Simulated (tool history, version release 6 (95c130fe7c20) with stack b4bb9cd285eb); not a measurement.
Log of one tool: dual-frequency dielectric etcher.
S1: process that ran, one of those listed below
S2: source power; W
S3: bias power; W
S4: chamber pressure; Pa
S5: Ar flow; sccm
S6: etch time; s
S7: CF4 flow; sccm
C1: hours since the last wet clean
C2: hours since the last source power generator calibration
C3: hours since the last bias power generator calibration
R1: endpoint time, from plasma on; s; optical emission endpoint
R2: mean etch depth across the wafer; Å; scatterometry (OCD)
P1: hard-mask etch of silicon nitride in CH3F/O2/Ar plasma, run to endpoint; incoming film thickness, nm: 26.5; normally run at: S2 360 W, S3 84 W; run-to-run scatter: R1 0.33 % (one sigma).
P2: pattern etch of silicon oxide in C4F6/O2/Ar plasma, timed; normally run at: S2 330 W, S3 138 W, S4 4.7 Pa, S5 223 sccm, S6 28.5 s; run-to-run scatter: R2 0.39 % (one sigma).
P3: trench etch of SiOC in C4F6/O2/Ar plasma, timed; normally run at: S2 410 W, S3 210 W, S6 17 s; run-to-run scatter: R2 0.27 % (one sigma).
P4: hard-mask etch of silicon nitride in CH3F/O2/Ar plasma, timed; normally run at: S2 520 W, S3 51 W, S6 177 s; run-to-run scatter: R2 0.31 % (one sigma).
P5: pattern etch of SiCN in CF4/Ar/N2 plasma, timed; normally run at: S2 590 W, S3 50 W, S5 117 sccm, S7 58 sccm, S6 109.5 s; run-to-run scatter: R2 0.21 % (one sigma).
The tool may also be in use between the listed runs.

run,hour,S1,S2,S3,S4,S5,S6,S7,C1,C2,C3,R1,R2
1,18.5,P1,360,84,,,,,76.7,1236,828,36.745,
2,35.2,P2,410,138,4.7,223,28.5,,93.4,1252.7,844.7,,830.28
3,51.1,P1,240,84,,,,,109.3,1268.6,860.6,42.906,
4,65.5,P4,520,30,,,177,,123.7,1283,875,,1085.4
5,80,P1,360,84,,,,,138.2,1297.5,889.5,36.705,
6,94.5,P2,330,138,4.7,277,28.5,,152.7,1312,904,,747.5
7,107.4,P1,360,84,,,,,165.6,1324.9,916.9,36.626,
8,124.6,P1,430,103,,,,,182.8,1342.1,934.1,31.826,
9,133.2,P1,360,61,,,,,191.4,1350.7,942.7,40.95,
10,149,P4,640,51,,,177,,207.2,1366.5,958.5,,1366.6
11,168.1,P5,590,50,,117,109.5,45,226.3,1385.6,977.6,,929.34
12,177.6,P3,270,210,,,17,,235.8,1395.1,987.1,,324.37
13,193.4,P2,330,138,4.7,223,41,,251.6,1410.9,1002.9,,1100.7
14,207.9,P2,330,87,4.7,223,28.5,,266.1,1425.4,1017.4,,671.36
15,226.8,P2,330,138,4.7,223,28.5,,285,1444.3,1036.3,,766.11
16,236.2,P3,410,258,,,17,,294.4,1453.7,1045.7,,406.11
17,248.9,P5,590,30,,117,109.5,58,307.1,1466.4,1058.4,,832.9
18,261,P5,590,50,,117,144,58,319.2,1478.5,1070.5,,1285.7
19,276.5,P5,820,50,,117,109.5,58,334.7,1494,1086,,1304.6
20,291.6,P3,410,210,,,17,,349.8,1509.1,1101.1,,380.28
21,307.7,P1,480,71,,,,,365.9,1525.2,1117.2,34.836,
22,324,P2,330,138,4.7,223,28.5,,382.2,1541.5,1133.5,,767.45
23,339.9,P1,480,69,,,,,398.1,1557.4,1149.4,35.087,
24,349,P3,410,210,,,22.5,,407.2,1566.5,1158.5,,503.71
25,360.8,P1,360,103,,,,,419,1578.3,1170.3,34.063,
26,376.7,P4,520,51,,,128,,434.9,1594.2,1186.2,,906.44
27,388.4,P4,520,51,,,177,,446.6,1605.9,1197.9,,1256.6
28,399.6,P2,330,138,3.7,223,28.5,,457.8,1617.1,1209.1,,786.23
29,409.8,P1,470,84,,,,,468,1627.3,1219.3,33.02,
30,424,P1,360,84,,,,,482.2,1641.5,1233.5,36.822,
31,436.8,P5,590,50,,145,109.5,58,495,1654.3,1246.3,,937.48
32,455.5,P5,590,50,,117,109.5,58,513.7,1673,1265,,977.27
33,466.2,P1,360,84,,,,,524.4,1683.7,1275.7,36.734,
34,475.6,P1,360,84,,,,,533.8,1693.1,1285.1,36.805,
35,488.4,P1,360,84,,,,,546.6,1705.9,1297.9,36.843,
36,505.9,P1,360,84,,,,,564.1,1723.4,1315.4,37.122,
37,522.1,P1,360,84,,,,,580.3,1739.6,1331.6,37.274,
38,530.8,P1,360,84,,,,,589,1748.3,1340.3,37.052,
# hour 536: wet clean of the chamber
39,541.5,P1,360,84,,,,,5.6,1759,1351,37.31,
40,556,P1,360,84,,,,,20.1,1773.5,1365.5,37.287,
41,572.9,P1,360,84,,,,,37,1790.4,1382.4,37.265,
42,582.2,P1,360,84,,,,,46.3,1799.7,1391.7,37.438,

What P1 gives has crept away from where it was. These 2 causes fit the log equally well, each at the size given:
A: source power that arrives under what is set, % = 4.31
B: bias power that arrives under what is set, % = 4.54
The creep began at about hour 466.2.
Why every other cause is out:
chamber walls in a state that lowers the etch rate, %: serviced at hour 536, which brought nothing back

4 check runs are offered, one wafer each, their results left as question marks. Which one tells the causes apart?
check 1,591.5,P5,590,34,,117,131.5,58,,,,,?
check 2,591.5,P2,330,138,4.7,223,40.5,,,,,,?
check 3,591.5,P3,270,257,,,17,,,,,,?
check 4,591.5,P4,520,33,,,177,,,,,,?

What each check would give under each cause:
check,result,if A,if B
check 1,R2,998.47,1024.4
check 2,R2,1068.3,1072
check 3,R2,342.07,342.25
check 4,R2,1087.9,1094
How far apart the two closest causes lie, in the result that separates them most: check 1 2.56 %; check 2 0.34 %; check 3 0.05 %; check 4 0.55 %
Check 1 tells the causes apart: in the others they would give nearly the same result.

Then check 1 was run and gave: R2 1021.9 Å. Which cause is it?

It is B: bias power that arrives under what is set, %.
